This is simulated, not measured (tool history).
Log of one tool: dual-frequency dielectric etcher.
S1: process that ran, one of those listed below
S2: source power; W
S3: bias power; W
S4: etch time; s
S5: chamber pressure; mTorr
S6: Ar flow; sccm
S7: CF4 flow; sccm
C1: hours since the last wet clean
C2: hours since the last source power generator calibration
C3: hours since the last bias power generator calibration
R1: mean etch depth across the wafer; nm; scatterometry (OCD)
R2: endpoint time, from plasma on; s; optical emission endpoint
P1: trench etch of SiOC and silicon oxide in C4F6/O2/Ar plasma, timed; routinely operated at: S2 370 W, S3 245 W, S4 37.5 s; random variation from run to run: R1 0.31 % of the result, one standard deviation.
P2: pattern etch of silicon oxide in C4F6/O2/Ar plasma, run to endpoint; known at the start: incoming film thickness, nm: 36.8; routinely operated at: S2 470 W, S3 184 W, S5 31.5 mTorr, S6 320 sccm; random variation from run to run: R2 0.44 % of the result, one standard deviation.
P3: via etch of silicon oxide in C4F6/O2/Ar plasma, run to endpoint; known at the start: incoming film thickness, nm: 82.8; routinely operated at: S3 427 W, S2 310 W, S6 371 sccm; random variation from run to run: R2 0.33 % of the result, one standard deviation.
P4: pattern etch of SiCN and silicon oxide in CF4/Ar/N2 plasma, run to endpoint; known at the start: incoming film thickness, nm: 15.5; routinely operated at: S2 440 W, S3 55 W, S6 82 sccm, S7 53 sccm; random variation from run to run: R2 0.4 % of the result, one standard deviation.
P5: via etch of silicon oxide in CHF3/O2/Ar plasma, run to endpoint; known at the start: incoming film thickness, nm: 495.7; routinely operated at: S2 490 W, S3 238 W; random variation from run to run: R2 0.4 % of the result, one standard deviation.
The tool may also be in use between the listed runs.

{"run": 1, "hour": 8.2, "S1": "P1", "S2": 370, "S3": 245, "S4": 37.5, "C1": 150.2, "C2": 564.3, "C3": 1862.3, "R1": 83.715}
{"run": 2, "hour": 25.8, "S1": "P1", "S2": 370, "S3": 245, "S4": 37.5, "C1": 167.8, "C2": 581.9, "C3": 1879.9, "R1": 84.286}
{"run": 3, "hour": 39.9, "S1": "P2", "S2": 470, "S3": 184, "S5": 31.5, "S6": 226, "C1": 181.9, "C2": 596, "C3": 1894, "R2": 10.785}
{"run": 4, "hour": 50.6, "S1": "P1", "S2": 370, "S3": 245, "S4": 51.5, "C1": 192.6, "C2": 606.7, "C3": 1904.7, "R1": 115.19}
{"run": 5, "hour": 59.6, "S1": "P4", "S2": 440, "S3": 55, "S6": 82, "S7": 53, "C1": 201.6, "C2": 615.7, "C3": 1913.7, "R2": 19.968}
{"run": 6, "hour": 76.8, "S1": "P5", "S2": 490, "S3": 238, "C1": 218.8, "C2": 632.9, "C3": 1930.9, "R2": 244.54}
{"run": 7, "hour": 92.4, "S1": "P4", "S2": 440, "S3": 77, "S6": 82, "S7": 53, "C1": 234.4, "C2": 648.5, "C3": 1946.5, "R2": 17.776}
{"run": 8, "hour": 105.9, "S1": "P2", "S2": 470, "S3": 184, "S5": 31.5, "S6": 320, "C1": 247.9, "C2": 662, "C3": 1960, "R2": 11.078}
{"run": 9, "hour": 114.6, "S1": "P3", "S2": 430, "S3": 427, "S6": 371, "C1": 256.6, "C2": 670.7, "C3": 1968.7, "R2": 18.976}
{"run": 10, "hour": 129.3, "S1": "P1", "S2": 370, "S3": 245, "S4": 29, "C1": 271.3, "C2": 685.4, "C3": 1983.4, "R1": 65.089}
{"run": 11, "hour": 145.8, "S1": "P1", "S2": 250, "S3": 245, "S4": 28, "C1": 287.8, "C2": 701.9, "C3": 1999.9, "R1": 54.202}
{"run": 12, "hour": 157.8, "S1": "P5", "S2": 680, "S3": 238, "C1": 299.8, "C2": 713.9, "C3": 2011.9, "R2": 217.24}
{"hour": 160.8, "done": "wet clean of the chamber"}
{"run": 13, "hour": 170.3, "S1": "P1", "S2": 450, "S3": 245, "S4": 24.5, "C1": 9.6, "C2": 726.4, "C3": 2024.4, "R1": 59.266}
{"run": 14, "hour": 186.0, "S1": "P1", "S2": 370, "S3": 245, "S4": 37.5, "C1": 25.3, "C2": 742.1, "C3": 2040.1, "R1": 84.499}
{"run": 15, "hour": 203.6, "S1": "P1", "S2": 370, "S3": 167, "S4": 37.5, "C1": 42.9, "C2": 759.7, "C3": 2057.7, "R1": 74.562}
{"run": 16, "hour": 212.9, "S1": "P4", "S2": 610, "S3": 55, "S6": 82, "S7": 53, "C1": 52.2, "C2": 769, "C3": 2067, "R2": 14.857}
{"run": 17, "hour": 227.0, "S1": "P1", "S2": 370, "S3": 245, "S4": 37.5, "C1": 66.3, "C2": 783.1, "C3": 2081.1, "R1": 84.279}
{"run": 18, "hour": 245.8, "S1": "P1", "S2": 370, "S3": 245, "S4": 37.5, "C1": 85.1, "C2": 801.9, "C3": 2099.9, "R1": 84.032}
{"run": 19, "hour": 256.6, "S1": "P1", "S2": 250, "S3": 245, "S4": 37.5, "C1": 95.9, "C2": 812.7, "C3": 2110.7, "R1": 72.537}
{"run": 20, "hour": 274.5, "S1": "P2", "S2": 470, "S3": 184, "S5": 31.5, "S6": 320, "C1": 113.8, "C2": 830.6, "C3": 2128.6, "R2": 11.144}
{"run": 21, "hour": 286.3, "S1": "P3", "S2": 310, "S3": 583, "S6": 371, "C1": 125.6, "C2": 842.4, "C3": 2140.4, "R2": 19.267}
{"run": 22, "hour": 300.5, "S1": "P1", "S2": 490, "S3": 245, "S4": 37.5, "C1": 139.8, "C2": 856.6, "C3": 2154.6, "R1": 93.406}
{"run": 23, "hour": 311.0, "S1": "P2", "S2": 470, "S3": 133, "S5": 31.5, "S6": 320, "C1": 150.3, "C2": 867.1, "C3": 2165.1, "R2": 12.209}
{"run": 24, "hour": 326.0, "S1": "P2", "S2": 470, "S3": 184, "S5": 25, "S6": 320, "C1": 165.3, "C2": 882.1, "C3": 2180.1, "R2": 10.901}
{"run": 25, "hour": 337.5, "S1": "P1", "S2": 370, "S3": 332, "S4": 37.5, "C1": 176.8, "C2": 893.6, "C3": 2191.6, "R1": 93.516}
{"run": 26, "hour": 349.1, "S1": "P3", "S2": 310, "S3": 427, "S6": 267, "C1": 188.4, "C2": 905.2, "C3": 2203.2, "R2": 20.865}
{"hour": 363.0, "done": "bias power generator calibrated"}
{"run": 27, "hour": 363.7, "S1": "P4", "S2": 440, "S3": 55, "S6": 82, "S7": 53, "C1": 203, "C2": 919.8, "C3": 0.7, "R2": 19.836}
{"run": 28, "hour": 382.5, "S1": "P4", "S2": 440, "S3": 55, "S6": 110, "S7": 53, "C1": 221.8, "C2": 938.6, "C3": 19.5, "R2": 20.92}
{"run": 29, "hour": 398.6, "S1": "P4", "S2": 440, "S3": 55, "S6": 82, "S7": 33, "C1": 237.9, "C2": 954.7, "C3": 35.6, "R2": 21.514}
{"run": 30, "hour": 415.5, "S1": "P5", "S2": 490, "S3": 153, "C1": 254.8, "C2": 971.6, "C3": 52.5, "R2": 285.91}
{"run": 31, "hour": 430.7, "S1": "P2", "S2": 280, "S3": 184, "S5": 31.5, "S6": 320, "C1": 270, "C2": 986.8, "C3": 67.7, "R2": 13.551}
{"run": 32, "hour": 445.6, "S1": "P3", "S2": 310, "S3": 427, "S6": 371, "C1": 284.9, "C2": 1001.7, "C3": 82.6, "R2": 21.502}
{"run": 33, "hour": 457.7, "S1": "P1", "S2": 370, "S3": 245, "S4": 37.5, "C1": 297, "C2": 1013.8, "C3": 94.7, "R1": 83.891}
{"run": 34, "hour": 468.9, "S1": "P1", "S2": 370, "S3": 245, "S4": 37.5, "C1": 308.2, "C2": 1025, "C3": 105.9, "R1": 83.8}
{"run": 35, "hour": 478.9, "S1": "P1", "S2": 370, "S3": 245, "S4": 37.5, "C1": 318.2, "C2": 1035, "C3": 115.9, "R1": 83.572}
{"run": 36, "hour": 497.0, "S1": "P1", "S2": 370, "S3": 245, "S4": 37.5, "C1": 336.3, "C2": 1053.1, "C3": 134, "R1": 83.238}
{"run": 37, "hour": 511.6, "S1": "P1", "S2": 370, "S3": 245, "S4": 37.5, "C1": 350.9, "C2": 1067.7, "C3": 148.6, "R1": 83.381}
{"hour": 512.8, "done": "wet clean of the chamber"}
{"run": 38, "hour": 523.3, "S1": "P1", "S2": 370, "S3": 245, "S4": 37.5, "C1": 10.6, "C2": 1079.4, "C3": 160.3, "R1": 82.903}
{"run": 39, "hour": 533.1, "S1": "P1", "S2": 370, "S3": 245, "S4": 37.5, "C1": 20.4, "C2": 1089.2, "C3": 170.1, "R1": 82.421}
{"run": 40, "hour": 543.3, "S1": "P1", "S2": 370, "S3": 245, "S4": 37.5, "C1": 30.6, "C2": 1099.4, "C3": 180.3, "R1": 82.85}
{"run": 41, "hour": 559.7, "S1": "P1", "S2": 370, "S3": 245, "S4": 37.5, "C1": 47, "C2": 1115.8, "C3": 196.7, "R1": 82.792}
{"run": 42, "hour": 572.6, "S1": "P1", "S2": 370, "S3": 245, "S4": 37.5, "C1": 59.9, "C2": 1128.7, "C3": 209.6, "R1": 82.616}
{"run": 43, "hour": 586.0, "S1": "P1", "S2": 370, "S3": 245, "S4": 37.5, "C1": 73.3, "C2": 1142.1, "C3": 223, "R1": 82.882}
{"run": 44, "hour": 599.9, "S1": "P1", "S2": 370, "S3": 245, "S4": 37.5, "C1": 87.2, "C2": 1156, "C3": 236.9, "R1": 83.174}

Compared with where it was, what P1 gives has crept away. Each cause listed below fits the log as well as the rest, at the size given for it:
A: bias power that arrives under what is set, % = 4.47
B: source power that arrives under what is set, % = 3.96
The gradual shift began around hour 457.7.
Why every other cause is out:
chamber walls in a state that lowers the etch rate, %: serviced after onset, at hour 512.8, with no recovery of the prior output

The 4 check runs listed below each average the results of 2 wafers, and their outcomes are marked with question marks. Under which run would the listed causes produce clearly different results?
{"run": "check 1", "hour": 613.8, "S1": "P4", "S2": 440, "S3": 66, "S6": 82, "S7": 53, "R2": "?"}
{"run": "check 2", "hour": 613.8, "S1": "P5", "S2": 490, "S3": 177, "R2": "?"}
{"run": "check 3", "hour": 613.8, "S1": "P2", "S2": 380, "S3": 142, "S5": 31.5, "S6": 320, "R2": "?"}
{"run": "check 4", "hour": 613.8, "S1": "P3", "S2": 380, "S3": 529, "S6": 371, "R2": "?"}

Outcome of each check run for each possible cause:
check=check_1 result=R2 if_A=18.976 if_B=19.367
check=check_2 result=R2 if_A=276.24 if_B=276.22
check=check_3 result=R2 if_A=13.272 if_B=13.302
check=check_4 result=R2 if_A=18.769 if_B=18.725
Minimum pairwise separation of causes per check, each pair taken at its best-separating result: check 1 2.04 %; check 2 0.01 %; check 3 0.23 %; check 4 0.24 %
Check 1 tells the causes apart: in the others they would give nearly the same result.

Check 1 has now been run. It gave: R2 19.359 s. Which of the candidate causes is it?

The correct cause is B, namely: source power that arrives under what is set, %.
